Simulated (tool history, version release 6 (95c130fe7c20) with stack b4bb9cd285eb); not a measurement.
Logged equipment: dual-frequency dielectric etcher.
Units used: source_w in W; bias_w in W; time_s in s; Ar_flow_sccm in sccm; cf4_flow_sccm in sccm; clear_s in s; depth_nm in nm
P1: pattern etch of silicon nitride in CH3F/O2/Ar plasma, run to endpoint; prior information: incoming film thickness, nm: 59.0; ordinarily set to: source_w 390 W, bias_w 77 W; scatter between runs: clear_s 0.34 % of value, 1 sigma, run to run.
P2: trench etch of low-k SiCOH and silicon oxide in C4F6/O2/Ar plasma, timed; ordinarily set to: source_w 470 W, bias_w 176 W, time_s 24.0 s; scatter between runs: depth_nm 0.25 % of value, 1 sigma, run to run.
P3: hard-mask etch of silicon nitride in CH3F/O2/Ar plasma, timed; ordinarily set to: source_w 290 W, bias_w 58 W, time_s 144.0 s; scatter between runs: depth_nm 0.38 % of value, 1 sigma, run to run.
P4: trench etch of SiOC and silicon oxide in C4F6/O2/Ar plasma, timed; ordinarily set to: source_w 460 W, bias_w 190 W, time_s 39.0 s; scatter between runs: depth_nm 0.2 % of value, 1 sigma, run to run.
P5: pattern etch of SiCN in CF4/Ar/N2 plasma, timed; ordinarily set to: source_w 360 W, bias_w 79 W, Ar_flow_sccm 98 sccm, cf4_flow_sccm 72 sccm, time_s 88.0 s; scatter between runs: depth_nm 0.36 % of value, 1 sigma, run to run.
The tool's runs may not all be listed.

run,hour,process,source_w,bias_w,time_s,Ar_flow_sccm,cf4_flow_sccm,hours since the last wet clean,hours since the last source power generator calibration,hours since the last bias power generator calibration,clear_s,depth_nm
1,8.5,P1,390,77,,,,291.2,2208.0,1830.3,84.162,
2,18.2,P3,360,58,144.0,,,300.9,2217.7,1840.0,,90.473
3,36.8,P1,390,51,,,,319.5,2236.3,1858.6,96.530,
4,46.3,P3,290,46,144.0,,,329.0,2245.8,1868.1,,76.992
5,58.5,P1,390,108,,,,341.2,2258.0,1880.3,74.577,
6,74.4,P1,390,77,,,,357.1,2273.9,1896.2,84.111,
7,93.4,P2,470,176,16.5,,,376.1,2292.9,1915.2,,56.394
8,102.8,P5,360,79,88.0,98,72,385.5,2302.3,1924.6,,64.849
9,118.4,P1,480,59,,,,401.1,2317.9,1940.2,84.794,
10,137.2,P1,390,77,,,,419.9,2336.7,1959.0,84.232,
11,152.2,P1,220,77,,,,434.9,2351.7,1974.0,104.670,
12,161.5,P1,390,77,,,,444.2,2361.0,1983.3,84.316,
13,171.3,P5,450,79,88.0,98,72,454.0,2370.8,1993.1,,78.821
14,187.0,P5,360,79,88.0,125,72,469.7,2386.5,2008.8,,62.432
15,200.1,P2,470,131,24.0,,,482.8,2399.6,2021.9,,75.053
16,214.8,P5,360,79,88.0,98,72,497.5,2414.3,2036.6,,64.904
17,225.3,P4,460,256,39.0,,,508.0,2424.8,2047.1,,90.003
18,240.9,P1,540,77,,,,523.6,2440.4,2062.7,74.489,
19,253.0,P2,470,176,24.0,,,535.7,2452.5,2074.8,,81.960
20,267.1,P4,460,190,48.5,,,549.8,2466.6,2088.9,,101.060
21,278.4,P5,360,79,115.5,98,72,561.1,2477.9,2100.2,,84.518
22,296.8,P2,470,176,24.0,,,579.5,2496.3,2118.6,,82.240
23,306.1,P4,460,190,39.0,,,588.8,2505.6,2127.9,,81.606
24,323.3,P2,280,176,24.0,,,606.0,2522.8,2145.1,,66.837
25,333.4,P1,390,77,,,,616.1,2532.9,2155.2,84.323,
26,343.1,P5,360,79,88.0,98,45,625.8,2542.6,2164.9,,60.277
27,358.3,P1,390,77,,,,641.0,2557.8,2180.1,84.004,
28,373.4,P4,370,190,39.0,,,656.1,2572.9,2195.2,,74.948
29,391.0,P3,290,58,207.0,,,673.7,2590.5,2212.8,,120.090
30,402.5,P3,290,58,144.0,,,685.2,2602.0,2224.3,,83.132
31,412.0,P5,360,53,88.0,98,72,694.7,2611.5,2233.8,,56.837
32,430.2,P1,390,77,,,,712.9,2629.7,2252.0,84.283,
33,442.5,P1,390,77,,,,725.2,2642.0,2264.3,85.121,
34,450.7,P1,390,77,,,,733.4,2650.2,2272.5,85.177,
35,459.8,P1,390,77,,,,742.5,2659.3,2281.6,85.623,
36,472.5,P1,390,77,,,,755.2,2672.0,2294.3,85.573,
# hour 483.4: wet clean of the chamber
37,490.8,P1,390,77,,,,7.5,2690.3,2312.6,85.252,
38,501.7,P1,390,77,,,,18.4,2701.2,2323.5,85.527,
39,510.7,P1,390,77,,,,27.4,2710.2,2332.5,86.029,

The output of P1 has drifted from where it used to be. Each of the 2 causes below, taken at the size shown beside it, accounts for the log equally well:
A: source power that arrives under what is set, % = 4.41
B: bias power that arrives under what is set, % = 4.79
Onset of the creep was near hour 430.2.
The rest of the possible causes, and what rules out each one:
chamber walls in a state that lowers the etch rate, %: its service at hour 483.4 followed the start of the drift and did not put the process back to its old value

Of the 4 check runs below, each run on 2 wafers with the results averaged and each result still a question mark, which one would tell the listed causes apart?
check 1,519.7,P2,470,176,24.0,,,,,,,?
check 2,519.7,P4,460,190,39.0,,,,,,,?
check 3,519.7,P3,290,58,144.0,,,,,,,?
check 4,519.7,P5,360,79,88.0,98,72,,,,,?

Expected result of each check under each candidate cause:
check,result,if A,if B
check 1,depth_nm,80.578,80.779
check 2,depth_nm,80.107,80.273
check 3,depth_nm,81.821,81.891
check 4,depth_nm,62.162,63.549
Gap, in per cent, between the two causes that each check separates least, read from the result that separates them most: check 1 0.25 %; check 2 0.21 %; check 3 0.09 %; check 4 2.21 %
Check 4 is the one run that separates the causes; every other check would come out nearly the same whichever cause is at work.

The results of check 4 are: depth_nm 63.255 nm. Based on these, which of the listed causes is it?

B is the cause: bias power that arrives under what is set, %.

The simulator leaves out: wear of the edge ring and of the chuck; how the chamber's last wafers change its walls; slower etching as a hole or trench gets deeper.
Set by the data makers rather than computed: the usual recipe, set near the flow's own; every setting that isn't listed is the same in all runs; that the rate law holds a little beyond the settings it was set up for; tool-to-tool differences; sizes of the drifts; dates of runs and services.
